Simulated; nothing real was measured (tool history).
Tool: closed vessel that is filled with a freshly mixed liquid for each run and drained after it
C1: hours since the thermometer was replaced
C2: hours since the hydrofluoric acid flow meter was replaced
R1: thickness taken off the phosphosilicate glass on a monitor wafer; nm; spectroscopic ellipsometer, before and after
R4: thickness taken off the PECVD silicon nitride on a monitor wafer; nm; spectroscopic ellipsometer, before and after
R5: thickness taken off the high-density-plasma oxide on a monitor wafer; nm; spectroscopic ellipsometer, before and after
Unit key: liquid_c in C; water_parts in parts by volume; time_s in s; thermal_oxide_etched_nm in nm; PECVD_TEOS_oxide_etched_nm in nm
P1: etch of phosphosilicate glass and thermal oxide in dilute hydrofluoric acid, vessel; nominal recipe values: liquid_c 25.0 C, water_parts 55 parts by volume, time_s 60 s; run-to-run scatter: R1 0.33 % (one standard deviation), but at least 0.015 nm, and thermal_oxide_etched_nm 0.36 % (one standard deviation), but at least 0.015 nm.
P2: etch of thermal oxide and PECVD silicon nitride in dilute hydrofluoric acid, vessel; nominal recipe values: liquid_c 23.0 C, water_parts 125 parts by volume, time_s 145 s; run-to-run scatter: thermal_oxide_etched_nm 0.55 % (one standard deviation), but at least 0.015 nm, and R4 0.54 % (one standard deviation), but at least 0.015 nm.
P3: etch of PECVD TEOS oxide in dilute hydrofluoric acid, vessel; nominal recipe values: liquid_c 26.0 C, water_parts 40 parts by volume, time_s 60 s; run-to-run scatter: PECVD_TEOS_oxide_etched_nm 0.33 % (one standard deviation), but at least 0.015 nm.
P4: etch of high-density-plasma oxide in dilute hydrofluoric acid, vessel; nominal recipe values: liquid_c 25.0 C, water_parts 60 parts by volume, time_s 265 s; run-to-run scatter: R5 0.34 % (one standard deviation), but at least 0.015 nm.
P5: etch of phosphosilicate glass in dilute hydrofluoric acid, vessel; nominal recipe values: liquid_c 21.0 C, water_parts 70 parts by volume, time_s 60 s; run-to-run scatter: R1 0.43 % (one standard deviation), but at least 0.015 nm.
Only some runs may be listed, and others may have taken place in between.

Run 1, hour 8.2: process P1, liquid_c 25.0 C, water_parts 55 parts by volume, time_s 60 s; C1 289.2; C2 1688.3. Result: R1 105.820 nm, thermal_oxide_etched_nm 5.8658 nm.
Run 2, hour 21.0: process P3, liquid_c 26.0 C, water_parts 70 parts by volume, time_s 60 s; C1 302.0; C2 1701.1. Result: PECVD_TEOS_oxide_etched_nm 11.802 nm.
Run 3, hour 29.5: process P5, liquid_c 21.0 C, water_parts 70 parts by volume, time_s 110 s; C1 310.5; C2 1709.6. Result: R1 171.000 nm.
Run 4, hour 38.9: process P2, liquid_c 23.0 C, water_parts 125 parts by volume, time_s 145 s; C1 319.9; C2 1719.0. Result: thermal_oxide_etched_nm 4.6430 nm, R4 4.4920 nm.
Run 5, hour 51.8: process P1, liquid_c 32.0 C, water_parts 55 parts by volume, time_s 30 s; C1 332.8; C2 1731.9. Result: R1 69.543 nm, thermal_oxide_etched_nm 3.8704 nm.
Run 6, hour 60.9: process P1, liquid_c 19.0 C, water_parts 55 parts by volume, time_s 60 s; C1 341.9; C2 1741.0. Result: R1 82.575 nm, thermal_oxide_etched_nm 4.5945 nm.
Run 7, hour 74.7: process P1, liquid_c 31.0 C, water_parts 55 parts by volume, time_s 60 s; C1 355.7; C2 1754.8. Result: R1 134.370 nm, thermal_oxide_etched_nm 7.3913 nm.
Run 8, hour 82.2: process P1, liquid_c 25.0 C, water_parts 55 parts by volume, time_s 60 s; C1 363.2; C2 1762.3. Result: R1 105.650 nm, thermal_oxide_etched_nm 5.8382 nm.
Run 9, hour 90.4: process P1, liquid_c 25.0 C, water_parts 20 parts by volume, time_s 60 s; C1 371.4; C2 1770.5. Result: R1 305.360 nm, thermal_oxide_etched_nm 16.9620 nm.
Run 10, hour 99.7: process P1, liquid_c 25.0 C, water_parts 55 parts by volume, time_s 30 s; C1 380.7; C2 1779.8. Result: R1 53.165 nm, thermal_oxide_etched_nm 2.9044 nm.
Run 11, hour 112.5: process P1, liquid_c 25.0 C, water_parts 55 parts by volume, time_s 60 s; C1 393.5; C2 1792.6. Result: R1 106.340 nm, thermal_oxide_etched_nm 5.8982 nm.
Run 12, hour 121.9: process P5, liquid_c 25.5 C, water_parts 70 parts by volume, time_s 60 s; C1 402.9; C2 1802.0. Result: R1 112.740 nm.
Run 13, hour 129.0: process P3, liquid_c 33.5 C, water_parts 40 parts by volume, time_s 60 s; C1 410.0; C2 1809.1. Result: PECVD_TEOS_oxide_etched_nm 28.878 nm.
Run 14, hour 138.6: process P1, liquid_c 25.0 C, water_parts 55 parts by volume, time_s 90 s; C1 419.6; C2 1818.7. Result: R1 159.360 nm, thermal_oxide_etched_nm 8.8147 nm.
Run 15, hour 148.6: process P1, liquid_c 25.0 C, water_parts 55 parts by volume, time_s 60 s; C1 429.6; C2 1828.7. Result: R1 105.770 nm, thermal_oxide_etched_nm 5.8612 nm.
Run 16, hour 157.8: process P4, liquid_c 18.5 C, water_parts 60 parts by volume, time_s 265 s; C1 438.8; C2 1837.9. Result: R5 26.332 nm.
Run 17, hour 165.9: process P5, liquid_c 21.0 C, water_parts 70 parts by volume, time_s 60 s; C1 446.9; C2 1846.0. Result: R1 94.367 nm.
Run 18, hour 180.3: process P1, liquid_c 25.0 C, water_parts 85 parts by volume, time_s 60 s; C1 461.3; C2 1860.4. Result: R1 66.200 nm, thermal_oxide_etched_nm 3.6513 nm.
Run 19, hour 187.8: process P3, liquid_c 26.0 C, water_parts 40 parts by volume, time_s 60 s; C1 468.8; C2 1867.9. Result: PECVD_TEOS_oxide_etched_nm 21.403 nm.
Run 20, hour 202.2: process P1, liquid_c 25.0 C, water_parts 55 parts by volume, time_s 60 s; C1 483.2; C2 1882.3. Result: R1 105.960 nm, thermal_oxide_etched_nm 5.8729 nm.
Run 21, hour 210.3: process P4, liquid_c 25.0 C, water_parts 60 parts by volume, time_s 265 s; C1 491.3; C2 1890.4. Result: R5 34.445 nm.
Run 22, hour 220.1: process P2, liquid_c 23.0 C, water_parts 125 parts by volume, time_s 245 s; C1 501.1; C2 1900.2. Result: thermal_oxide_etched_nm 7.8577 nm, R4 7.5641 nm.
Run 23, hour 231.3: process P1, liquid_c 17.0 C, water_parts 25 parts by volume, time_s 60 s; C1 512.3; C2 1911.4. Result: R1 171.610 nm, thermal_oxide_etched_nm 9.5027 nm.

Run 24 comes next. What will it give?
Run 24, hour 242.2: process P5, liquid_c 21.0 C, water_parts 25 parts by volume, time_s 60 s; C1 523.2; C2 1922.3. Result: R1 ?.

{"run 24": {"R1": 278.85}}
